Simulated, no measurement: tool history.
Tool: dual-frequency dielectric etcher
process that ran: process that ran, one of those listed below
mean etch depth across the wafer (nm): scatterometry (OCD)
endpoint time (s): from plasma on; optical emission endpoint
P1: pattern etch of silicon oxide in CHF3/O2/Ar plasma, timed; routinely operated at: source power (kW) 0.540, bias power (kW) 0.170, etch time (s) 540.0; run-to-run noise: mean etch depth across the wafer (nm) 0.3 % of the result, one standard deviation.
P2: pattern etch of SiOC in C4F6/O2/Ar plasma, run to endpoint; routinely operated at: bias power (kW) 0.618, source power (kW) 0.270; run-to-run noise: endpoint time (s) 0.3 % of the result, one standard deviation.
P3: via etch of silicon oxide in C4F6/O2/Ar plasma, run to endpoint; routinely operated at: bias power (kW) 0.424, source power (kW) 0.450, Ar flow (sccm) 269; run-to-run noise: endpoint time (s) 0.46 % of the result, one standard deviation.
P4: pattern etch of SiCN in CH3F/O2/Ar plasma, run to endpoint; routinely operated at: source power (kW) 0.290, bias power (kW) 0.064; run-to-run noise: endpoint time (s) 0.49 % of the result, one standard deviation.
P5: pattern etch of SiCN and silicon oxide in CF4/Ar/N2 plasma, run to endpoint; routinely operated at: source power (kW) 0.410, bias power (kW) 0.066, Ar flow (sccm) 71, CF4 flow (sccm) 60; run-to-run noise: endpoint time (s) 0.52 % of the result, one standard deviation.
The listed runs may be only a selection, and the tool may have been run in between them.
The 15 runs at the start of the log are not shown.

run,hour,process that ran,source power (kW),bias power (kW),etch time (s),Ar flow (sccm),CF4 flow (sccm),hours since the last wet clean,hours since the last source power generator calibration,hours since the last bias power generator calibration,mean etch depth across the wafer (nm),endpoint time (s)
16,64.4,P1,0.540,0.104,540.0,,,11.9,813.5,1801.3,856.91,
17,68.6,P1,0.540,0.170,540.0,,,16.1,817.7,1805.5,998.17,
18,74.7,P4,0.290,0.064,,,,22.2,823.8,1811.6,,25.937
19,80.4,P5,0.410,0.066,,91,60,27.9,829.5,1817.3,,21.471
20,84.6,P4,0.290,0.064,,,,32.1,833.7,1821.5,,25.954
21,88.3,P5,0.410,0.066,,71,60,35.8,837.4,1825.2,,20.544
22,94.0,P1,0.700,0.170,429.0,,,41.5,843.1,1830.9,874.70,
23,97.2,P1,0.540,0.170,540.0,,,44.7,846.3,1834.1,996.34,
24,100.4,P1,0.540,0.170,297.0,,,47.9,849.5,1837.3,548.70,
25,105.4,P4,0.290,0.047,,,,52.9,854.5,1842.3,,28.777
26,108.9,P1,0.640,0.170,540.0,,,56.4,858.0,1845.8,1062.60,
27,114.3,P1,0.540,0.170,540.0,,,61.8,863.4,1851.2,998.23,
28,117.6,P1,0.540,0.170,796.5,,,65.1,866.7,1854.5,1472.70,

Expected results for the next run?
29,123.3,P3,0.450,0.335,,269,,70.8,872.4,1860.2,,?

Run 29 gave endpoint time (s) 18.164.
